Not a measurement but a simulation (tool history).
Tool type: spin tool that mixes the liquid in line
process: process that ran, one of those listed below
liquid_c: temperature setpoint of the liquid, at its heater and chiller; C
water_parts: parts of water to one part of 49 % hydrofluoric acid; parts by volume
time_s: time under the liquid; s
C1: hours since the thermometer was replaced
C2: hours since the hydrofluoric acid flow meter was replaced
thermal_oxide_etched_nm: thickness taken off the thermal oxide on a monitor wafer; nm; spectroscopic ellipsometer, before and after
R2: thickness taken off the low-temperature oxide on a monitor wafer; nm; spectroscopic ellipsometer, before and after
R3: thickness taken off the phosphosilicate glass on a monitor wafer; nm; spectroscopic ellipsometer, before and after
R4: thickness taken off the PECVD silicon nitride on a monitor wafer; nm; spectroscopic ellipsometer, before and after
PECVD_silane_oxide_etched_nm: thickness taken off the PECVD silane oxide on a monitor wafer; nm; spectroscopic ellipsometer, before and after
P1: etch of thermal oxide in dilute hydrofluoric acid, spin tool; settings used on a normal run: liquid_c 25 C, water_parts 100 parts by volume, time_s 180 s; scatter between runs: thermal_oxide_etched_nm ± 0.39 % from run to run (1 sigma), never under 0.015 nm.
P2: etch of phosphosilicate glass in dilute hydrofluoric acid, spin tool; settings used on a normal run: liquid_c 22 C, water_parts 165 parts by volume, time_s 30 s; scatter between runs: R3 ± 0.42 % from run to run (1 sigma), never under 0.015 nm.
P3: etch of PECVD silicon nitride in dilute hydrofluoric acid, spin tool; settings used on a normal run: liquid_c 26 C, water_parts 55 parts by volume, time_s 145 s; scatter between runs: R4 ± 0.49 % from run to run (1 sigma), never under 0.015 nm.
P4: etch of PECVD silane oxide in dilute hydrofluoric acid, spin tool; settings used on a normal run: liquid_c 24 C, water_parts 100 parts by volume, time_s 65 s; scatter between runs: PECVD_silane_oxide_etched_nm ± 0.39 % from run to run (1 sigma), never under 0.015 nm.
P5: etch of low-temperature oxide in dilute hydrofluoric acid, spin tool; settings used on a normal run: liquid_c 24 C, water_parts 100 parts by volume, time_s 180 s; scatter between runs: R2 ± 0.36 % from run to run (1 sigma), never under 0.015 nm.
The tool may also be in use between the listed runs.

{"run": 1, "hour": 5.0, "process": "P1", "liquid_c": 25, "water_parts": 100, "time_s": 180, "C1": 353.8, "C2": 1007.8, "thermal_oxide_etched_nm": 8.4834}
{"run": 2, "hour": 7.3, "process": "P5", "liquid_c": 31.5, "water_parts": 100, "time_s": 180, "C1": 356.1, "C2": 1010.1, "R2": 28.171}
{"run": 3, "hour": 12.0, "process": "P1", "liquid_c": 29.5, "water_parts": 100, "time_s": 45, "C1": 360.8, "C2": 1014.8, "thermal_oxide_etched_nm": 2.505}
{"run": 4, "hour": 14.8, "process": "P2", "liquid_c": 29.5, "water_parts": 165, "time_s": 30, "C1": 363.6, "C2": 1017.6, "R3": 36.725}
{"run": 5, "hour": 17.4, "process": "P1", "liquid_c": 25, "water_parts": 150, "time_s": 180, "C1": 366.2, "C2": 1020.2, "thermal_oxide_etched_nm": 5.3461}
{"run": 6, "hour": 19.9, "process": "P1", "liquid_c": 25, "water_parts": 100, "time_s": 180, "C1": 368.7, "C2": 1022.7, "thermal_oxide_etched_nm": 8.5115}
{"run": 7, "hour": 22.2, "process": "P1", "liquid_c": 25, "water_parts": 100, "time_s": 180, "C1": 371, "C2": 1025, "thermal_oxide_etched_nm": 8.4506}
{"run": 8, "hour": 24.9, "process": "P1", "liquid_c": 20.5, "water_parts": 100, "time_s": 180, "C1": 373.7, "C2": 1027.7, "thermal_oxide_etched_nm": 7.1401}
{"run": 9, "hour": 28.9, "process": "P1", "liquid_c": 25, "water_parts": 100, "time_s": 320, "C1": 377.7, "C2": 1031.7, "thermal_oxide_etched_nm": 15.031}
{"run": 10, "hour": 31.9, "process": "P3", "liquid_c": 26, "water_parts": 55, "time_s": 270, "C1": 380.7, "C2": 1034.7, "R4": 9.1713}
{"run": 11, "hour": 34.0, "process": "P4", "liquid_c": 17, "water_parts": 100, "time_s": 65, "C1": 382.8, "C2": 1036.8, "PECVD_silane_oxide_etched_nm": 8.8777}
{"run": 12, "hour": 36.5, "process": "P5", "liquid_c": 24, "water_parts": 100, "time_s": 180, "C1": 385.3, "C2": 1039.3, "R2": 21.064}
{"run": 13, "hour": 40.8, "process": "P4", "liquid_c": 24, "water_parts": 25, "time_s": 65, "C1": 389.6, "C2": 1043.6, "PECVD_silane_oxide_etched_nm": 51.638}
{"run": 14, "hour": 45.3, "process": "P1", "liquid_c": 25, "water_parts": 100, "time_s": 75, "C1": 394.1, "C2": 1048.1, "thermal_oxide_etched_nm": 3.5257}
{"run": 15, "hour": 48.3, "process": "P2", "liquid_c": 22, "water_parts": 165, "time_s": 30, "C1": 397.1, "C2": 1051.1, "R3": 27.605}
{"run": 16, "hour": 51.8, "process": "P1", "liquid_c": 29.5, "water_parts": 175, "time_s": 180, "C1": 400.6, "C2": 1054.6, "thermal_oxide_etched_nm": 5.2331}
{"run": 17, "hour": 56.1, "process": "P1", "liquid_c": 25, "water_parts": 100, "time_s": 180, "C1": 404.9, "C2": 1058.9, "thermal_oxide_etched_nm": 8.4772}
{"run": 18, "hour": 58.3, "process": "P5", "liquid_c": 24, "water_parts": 100, "time_s": 325, "C1": 407.1, "C2": 1061.1, "R2": 38.251}
{"hour": 58.7, "done": "hydrofluoric acid flow meter replaced"}
{"run": 19, "hour": 61.7, "process": "P4", "liquid_c": 24, "water_parts": 100, "time_s": 65, "C1": 410.5, "C2": 3, "PECVD_silane_oxide_etched_nm": 11.73}
{"run": 20, "hour": 66.5, "process": "P2", "liquid_c": 22, "water_parts": 250, "time_s": 30, "C1": 415.3, "C2": 7.8, "R3": 16.854}
{"run": 21, "hour": 69.6, "process": "P2", "liquid_c": 22, "water_parts": 165, "time_s": 15, "C1": 418.4, "C2": 10.9, "R3": 13.952}
{"run": 22, "hour": 73.3, "process": "P1", "liquid_c": 25, "water_parts": 100, "time_s": 180, "C1": 422.1, "C2": 14.6, "thermal_oxide_etched_nm": 8.4799}
{"run": 23, "hour": 76.8, "process": "P1", "liquid_c": 25, "water_parts": 180, "time_s": 255, "C1": 425.6, "C2": 18.1, "thermal_oxide_etched_nm": 6.0603}
{"run": 24, "hour": 79.8, "process": "P3", "liquid_c": 26, "water_parts": 20, "time_s": 145, "C1": 428.6, "C2": 21.1, "R4": 13.095}
{"run": 25, "hour": 82.7, "process": "P3", "liquid_c": 32.5, "water_parts": 55, "time_s": 145, "C1": 431.5, "C2": 24, "R4": 7.4216}
{"run": 26, "hour": 87.1, "process": "P5", "liquid_c": 24, "water_parts": 20, "time_s": 180, "C1": 435.9, "C2": 28.4, "R2": 118.28}
{"run": 27, "hour": 90.2, "process": "P4", "liquid_c": 24, "water_parts": 100, "time_s": 125, "C1": 439, "C2": 31.5, "PECVD_silane_oxide_etched_nm": 22.76}
{"run": 28, "hour": 94.0, "process": "P3", "liquid_c": 26, "water_parts": 55, "time_s": 145, "C1": 442.8, "C2": 35.3, "R4": 4.9088}
{"run": 29, "hour": 97.6, "process": "P1", "liquid_c": 30.5, "water_parts": 100, "time_s": 180, "C1": 446.4, "C2": 38.9, "thermal_oxide_etched_nm": 10.511}
{"run": 30, "hour": 101.1, "process": "P5", "liquid_c": 24, "water_parts": 100, "time_s": 180, "C1": 449.9, "C2": 42.4, "R2": 21.137}
{"run": 31, "hour": 105.7, "process": "P1", "liquid_c": 25, "water_parts": 55, "time_s": 180, "C1": 454.5, "C2": 47, "thermal_oxide_etched_nm": 16.394}
{"run": 32, "hour": 108.3, "process": "P1", "liquid_c": 25, "water_parts": 100, "time_s": 180, "C1": 457.1, "C2": 49.6, "thermal_oxide_etched_nm": 8.5113}
{"run": 33, "hour": 112.6, "process": "P1", "liquid_c": 25, "water_parts": 100, "time_s": 180, "C1": 461.4, "C2": 53.9, "thermal_oxide_etched_nm": 8.6194}
{"run": 34, "hour": 116.0, "process": "P1", "liquid_c": 25, "water_parts": 100, "time_s": 180, "C1": 464.8, "C2": 57.3, "thermal_oxide_etched_nm": 8.7126}
{"run": 35, "hour": 120.1, "process": "P1", "liquid_c": 25, "water_parts": 100, "time_s": 180, "C1": 468.9, "C2": 61.4, "thermal_oxide_etched_nm": 8.773}
{"run": 36, "hour": 124.4, "process": "P1", "liquid_c": 25, "water_parts": 100, "time_s": 180, "C1": 473.2, "C2": 65.7, "thermal_oxide_etched_nm": 8.8432}
{"run": 37, "hour": 127.3, "process": "P1", "liquid_c": 25, "water_parts": 100, "time_s": 180, "C1": 476.1, "C2": 68.6, "thermal_oxide_etched_nm": 8.8839}
{"run": 38, "hour": 132.1, "process": "P1", "liquid_c": 25, "water_parts": 100, "time_s": 180, "C1": 480.9, "C2": 73.4, "thermal_oxide_etched_nm": 8.9607}
{"run": 39, "hour": 136.6, "process": "P1", "liquid_c": 25, "water_parts": 100, "time_s": 180, "C1": 485.4, "C2": 77.9, "thermal_oxide_etched_nm": 8.9477}
{"run": 40, "hour": 139.3, "process": "P1", "liquid_c": 25, "water_parts": 100, "time_s": 180, "C1": 488.1, "C2": 80.6, "thermal_oxide_etched_nm": 8.9263}
{"run": 41, "hour": 143.7, "process": "P1", "liquid_c": 25, "water_parts": 100, "time_s": 180, "C1": 492.5, "C2": 85, "thermal_oxide_etched_nm": 8.9756}
{"run": 42, "hour": 147.9, "process": "P1", "liquid_c": 25, "water_parts": 100, "time_s": 180, "C1": 496.7, "C2": 89.2, "thermal_oxide_etched_nm": 8.9992}
{"run": 43, "hour": 152.0, "process": "P1", "liquid_c": 25, "water_parts": 100, "time_s": 180, "C1": 500.8, "C2": 93.3, "thermal_oxide_etched_nm": 8.9653}

Compared with where it was, what P1 gives has crept away. Each cause listed below fits the log as well as the rest, at the size given for it:
A: liquid hotter than its thermometer reads (K) = 1.53
B: hydrofluoric acid flow above the setpoint (%) = 5.44
The drift started at roughly hour 108.3.

Below are 4 check runs, each on a single wafer, with their results shown as question marks. Which of them would tell the listed causes apart, meaning the causes would give clearly different results under it?
{"run": "check 1", "hour": 156.1, "process": "P4", "liquid_c": 24, "water_parts": 100, "time_s": 65, "PECVD_silane_oxide_etched_nm": "?"}
{"run": "check 2", "hour": 156.1, "process": "P3", "liquid_c": 26, "water_parts": 55, "time_s": 145, "R4": "?"}
{"run": "check 3", "hour": 156.1, "process": "P2", "liquid_c": 22, "water_parts": 165, "time_s": 30, "R3": "?"}
{"run": "check 4", "hour": 156.1, "process": "P5", "liquid_c": 24, "water_parts": 100, "time_s": 180, "R2": "?"}

Predicted outcomes, by check and by cause:
check=check_1 result=PECVD_silane_oxide_etched_nm if_A=12.457 if_B=12.446
check=check_2 result=R4 if_A=5.4334 if_B=5.1753
check=check_3 result=R3 if_A=29.377 if_B=29.479
check=check_4 result=R2 if_A=22.497 if_B=22.478
Per check, the gap between the least separated pair of causes, taken in the result that splits them most: check 1 0.09 %; check 2 4.87 %; check 3 0.35 %; check 4 0.09 %
Check 2 distinguishes between the causes, while the remaining checks would return nearly the same result for all of them.

With check 2 done, the readings were: R4 5.1206 nm. Identify which of the listed causes applies.

The correct cause is B, namely: hydrofluoric acid flow above the setpoint (%).
